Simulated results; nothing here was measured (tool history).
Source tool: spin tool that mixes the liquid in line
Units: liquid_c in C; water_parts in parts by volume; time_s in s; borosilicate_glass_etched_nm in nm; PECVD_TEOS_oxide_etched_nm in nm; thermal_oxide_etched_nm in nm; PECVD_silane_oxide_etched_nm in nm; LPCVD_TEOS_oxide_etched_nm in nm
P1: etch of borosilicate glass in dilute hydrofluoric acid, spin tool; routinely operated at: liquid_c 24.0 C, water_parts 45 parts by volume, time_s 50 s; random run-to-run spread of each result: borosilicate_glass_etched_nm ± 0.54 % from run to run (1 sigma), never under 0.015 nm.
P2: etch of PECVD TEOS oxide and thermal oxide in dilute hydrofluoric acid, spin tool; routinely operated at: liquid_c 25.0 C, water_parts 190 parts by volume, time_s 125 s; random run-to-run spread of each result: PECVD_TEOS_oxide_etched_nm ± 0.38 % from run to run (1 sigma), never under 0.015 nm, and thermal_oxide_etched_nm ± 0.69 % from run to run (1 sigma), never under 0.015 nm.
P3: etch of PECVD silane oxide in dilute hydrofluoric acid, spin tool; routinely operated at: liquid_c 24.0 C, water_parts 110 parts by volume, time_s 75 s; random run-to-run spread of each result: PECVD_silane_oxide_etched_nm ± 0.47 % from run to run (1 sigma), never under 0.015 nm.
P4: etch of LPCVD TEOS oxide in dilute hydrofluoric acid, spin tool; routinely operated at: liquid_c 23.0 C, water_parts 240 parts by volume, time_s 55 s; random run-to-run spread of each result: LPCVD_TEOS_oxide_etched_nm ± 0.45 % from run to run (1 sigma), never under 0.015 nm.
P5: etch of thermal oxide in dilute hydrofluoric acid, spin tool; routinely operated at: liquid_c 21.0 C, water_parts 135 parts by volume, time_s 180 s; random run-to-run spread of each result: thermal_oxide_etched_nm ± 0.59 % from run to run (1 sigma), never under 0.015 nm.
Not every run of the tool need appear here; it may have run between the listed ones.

run,day,process,liquid_c,water_parts,time_s,hours since the thermometer was replaced,hours since the hydrofluoric acid flow meter was replaced,borosilicate_glass_etched_nm,PECVD_TEOS_oxide_etched_nm,thermal_oxide_etched_nm,PECVD_silane_oxide_etched_nm,LPCVD_TEOS_oxide_etched_nm
1,0.146,P1,24.0,45,50,676.1,722.8,48.978,,,,
2,0.258,P1,24.0,45,50,678.8,725.5,48.805,,,,
3,0.367,P2,25.0,190,15,681.4,728.1,,1.4734,0.36519,,
4,0.492,P5,21.0,135,180,684.4,731.1,,,5.57480,,
5,0.629,P3,24.0,110,75,687.7,734.4,,,,33.9020,
6,0.742,P3,24.0,50,75,690.4,737.1,,,,80.0090,
7,0.950,P1,18.5,45,50,695.4,742.1,38.775,,,,
8,1.146,P1,24.0,20,50,700.1,746.8,113.190,,,,
9,1.350,P1,17.0,30,50,705.0,751.7,55.491,,,,
10,1.496,P5,21.0,135,90,708.5,755.2,,,2.74860,,
11,1.696,P3,31.5,110,75,713.3,760.0,,,,44.9630,
12,1.871,P1,24.0,75,50,717.5,764.2,28.158,,,,
13,2.046,P5,21.0,35,180,721.7,768.4,,,24.15600,,
14,2.217,P2,25.0,340,125,725.8,772.5,,5.8470,1.40880,,
15,2.321,P4,23.0,240,55,728.3,775.0,,,,,9.2332
16,2.529,P3,24.0,110,15,733.3,780.0,,,,6.7882,
17,2.667,P4,23.0,55,55,736.6,783.3,,,,,49.4840
18,2.871,P1,24.0,45,75,741.5,788.2,73.597,,,,
19,3.033,P1,24.0,45,50,745.4,792.1,49.349,,,,
20,3.238,P1,24.0,45,50,750.3,797.0,48.677,,,,
21,3.425,P5,17.0,135,180,754.8,801.5,,,4.73440,,
22,3.529,P1,24.0,45,50,757.3,804.0,48.462,,,,
23,3.642,P4,23.0,240,15,760.0,806.7,,,,,2.5085
24,3.804,P4,17.0,240,55,763.9,810.6,,,,,7.3047
25,3.929,P2,30.5,190,125,766.9,813.6,,14.8420,3.49810,,
26,4.133,P1,24.0,45,25,771.8,818.5,24.362,,,,
27,4.338,P2,25.0,190,125,776.7,823.4,,12.3020,2.90430,,
28,4.521,P4,23.0,240,55,781.1,827.8,,,,,9.2204
29,4.650,P1,24.0,45,50,784.2,830.9,48.635,,,,
30,4.842,P1,29.5,45,50,788.8,835.5,61.246,,,,
31,4.942,P1,24.0,45,50,791.2,837.9,48.993,,,,
32,5.108,P1,24.0,45,50,795.2,841.9,47.374,,,,
33,5.246,P1,24.0,45,50,798.5,845.2,46.575,,,,
34,5.371,P1,24.0,45,50,801.5,848.2,46.602,,,,

Run 35 comes next. What will it give?
35,5.571,P1,24.0,45,50,806.3,853.0,?,,,,

{"run 35": {"borosilicate_glass_etched_nm": 46.006}}
